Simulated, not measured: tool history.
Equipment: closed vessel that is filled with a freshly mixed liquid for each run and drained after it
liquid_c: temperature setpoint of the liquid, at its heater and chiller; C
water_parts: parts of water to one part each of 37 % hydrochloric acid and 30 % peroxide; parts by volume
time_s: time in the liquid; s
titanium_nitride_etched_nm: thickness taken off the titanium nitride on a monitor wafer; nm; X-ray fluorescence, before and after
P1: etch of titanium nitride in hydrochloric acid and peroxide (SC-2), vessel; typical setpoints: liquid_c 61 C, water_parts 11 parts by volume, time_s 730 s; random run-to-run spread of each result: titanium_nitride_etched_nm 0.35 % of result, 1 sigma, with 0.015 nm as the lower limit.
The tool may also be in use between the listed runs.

run	hour	liquid_c	water_parts	time_s	hours since the thermometer was replaced	hours since the chemicals flow meter was replaced	hours since the drum of peroxide was connected	titanium_nitride_etched_nm
1	10	61	11	730	613.6	567.5	184.4	37.712
2	18.4	72	11	730	622	575.9	192.8	73.178
3	31	45	11	730	634.6	588.5	205.4	13.238
4	49.7	61	17.5	405	653.3	607.2	224.1	13.999
5	58.7	61	11	730	662.3	616.2	233.1	37.578
6	71.1	61	11	310	674.7	628.6	245.5	15.893
7	80.6	61	11	730	684.2	638.1	255	37.675
# hour 82.5: thermometer replaced
8	92.3	61	4	730	9.8	649.8	266.7	81.305
# hour 95.8: new drum of peroxide connected
9	110.5	61	11	730	28	668	14.7	37.771
10	120.3	45.5	5	730	37.8	677.8	24.5	25.235
11	130.4	48	17.5	730	47.9	687.9	34.6	10.739
12	149.1	61	11	730	66.6	706.6	53.3	37.509
13	162.4	61	11	1440	79.9	719.9	66.6	74.091
14	171.4	61	11	730	88.9	728.9	75.6	37.603
15	185.1	61	18.5	730	102.6	742.6	89.3	23.825
16	201.3	61	11	730	118.8	758.8	105.5	37.775
17	214.6	61	11	730	132.1	772.1	118.8	36.618
18	233.4	61	11	730	150.9	790.9	137.6	35.971
19	242.2	61	11	730	159.7	799.7	146.4	35.52
20	259.4	61	11	730	176.9	816.9	163.6	35.185
21	271.1	61	11	730	188.6	828.6	175.3	34.976
# hour 275.4: new drum of peroxide connected
22	285.7	61	11	730	203.2	843.2	10.4	34.977

Expected results for the next run?
23	294.9	61	11	730	212.4	852.4	19.6	?

{"run 23": {"titanium_nitride_etched_nm": 35.011}}
